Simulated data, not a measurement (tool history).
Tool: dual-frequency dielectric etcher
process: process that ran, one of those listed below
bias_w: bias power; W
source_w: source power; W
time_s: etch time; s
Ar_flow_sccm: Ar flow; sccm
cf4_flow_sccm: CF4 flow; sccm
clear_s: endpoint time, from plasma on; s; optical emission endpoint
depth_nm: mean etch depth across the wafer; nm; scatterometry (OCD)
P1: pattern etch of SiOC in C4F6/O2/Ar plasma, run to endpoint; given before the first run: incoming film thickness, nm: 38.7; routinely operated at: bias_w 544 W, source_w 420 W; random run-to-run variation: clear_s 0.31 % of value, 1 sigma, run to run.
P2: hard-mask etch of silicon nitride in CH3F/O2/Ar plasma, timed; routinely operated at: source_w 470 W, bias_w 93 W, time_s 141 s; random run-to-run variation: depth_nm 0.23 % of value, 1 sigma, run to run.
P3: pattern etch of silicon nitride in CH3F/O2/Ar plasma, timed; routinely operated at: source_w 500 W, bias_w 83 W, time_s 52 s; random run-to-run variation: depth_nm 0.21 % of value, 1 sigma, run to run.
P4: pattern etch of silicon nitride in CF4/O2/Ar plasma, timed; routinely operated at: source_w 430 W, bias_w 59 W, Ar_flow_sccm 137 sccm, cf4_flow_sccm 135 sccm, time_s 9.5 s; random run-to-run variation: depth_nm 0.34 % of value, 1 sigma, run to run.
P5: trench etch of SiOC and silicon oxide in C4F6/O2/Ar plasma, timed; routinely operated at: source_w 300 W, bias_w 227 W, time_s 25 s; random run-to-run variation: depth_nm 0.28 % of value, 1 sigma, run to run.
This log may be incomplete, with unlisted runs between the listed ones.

run	hour	process	bias_w	source_w	time_s	Ar_flow_sccm	cf4_flow_sccm	clear_s	depth_nm
1	2.8	P1	544	420				12.717	
2	7.5	P1	544	290				14.683	
3	10.9	P2	93	570	141				125.11
4	14.1	P4	35	430	9.5	137	135		14.091
5	17.2	P1	544	420				12.738	
6	20.7	P1	544	420				12.732	
7	24.1	P5	227	300	34				65.997
8	27.1	P2	93	470	208.5				171.99
9	30.5	P3	113	500	52				47.774
10	35.1	P1	544	510				11.867	
11	40	P4	59	430	9.5	172	135		16.591
12	45.2	P2	113	470	141				124.73
13	50.6	P5	227	410	25				54.999
14	54.3	P5	227	300	25				48.272
15	57.8	P4	59	430	5	137	135		8.9136
16	62.8	P3	83	500	67				54.985
17	67.5	P3	83	500	52				42.969
18	71.1	P1	375	420				14.585	
19	74.6	P4	59	430	9.5	137	135		17.06
20	78.7	P1	397	310				16.021	
21	83.8	P4	59	570	9.5	137	135		21.611
22	89.2	P2	93	470	141				116.44
23	92.8	P5	317	300	25				54.576
24	97.3	P4	59	430	9.5	137	110		16.703
25	102.2	P1	763	420				11.202	
26	107.1	P3	83	410	52				39.65
27	110.6	P1	423	350				14.999	
28	113.9	P1	442	540				12.528	
29	118.3	P1	544	420				12.783	
30	120.9	P2	93	470	141				116.15
31	125.4	P1	544	420				12.765	
32	128.5	P1	544	420				12.702	
33	132.1	P1	544	420				12.643	
34	137.1	P1	544	420				12.532	
35	139.8	P1	544	420				12.596	
36	143.4	P1	544	420				12.629	
# hour 144.4: wet clean of the chamber
37	148.7	P1	544	420				12.55	
38	152.5	P1	544	420				12.611	

P1 has crept away from where it was. The log is fitted equally well by each of these 2 causes, at the sizes shown:
A: bias power that arrives over what is set, % = 4.12
B: source power that arrives over what is set, % = 4.24
Creep in the process output first set in at about hour 125.4.
All other causes, with the reason each is excluded:
chamber walls in a state that raises the etch rate, %: serviced after onset, at hour 144.4, with no recovery of the prior output

Below are 4 check runs, each averaged over 2 wafers, with their results shown as question marks. Which of them would give clearly different results depending on which cause is behind the drift?
check 1	156.3	P3	83	500	52				?
check 2	156.3	P2	93	470	141				?
check 3	156.3	P4	59	430	9.5	137	135		?
check 4	156.3	P5	227	300	25				?

Predicted outcomes, by check and by cause:
check	result	if A	if B
check 1	depth_nm	43.45	43.519
check 2	depth_nm	117.95	118.07
check 3	depth_nm	17.304	17.656
check 4	depth_nm	49.334	49.44
Distance between the nearest two causes, measured in the result of the check that separates them most: check 1 0.16 %; check 2 0.1 %; check 3 2.02 %; check 4 0.21 %
Check 3 is the one run that separates the causes; every other check would come out nearly the same whichever cause is at work.

The results of check 3 are: depth_nm 17.59 nm. Based on these, which of the listed causes is it?

B is the cause: source power that arrives over what is set, %.
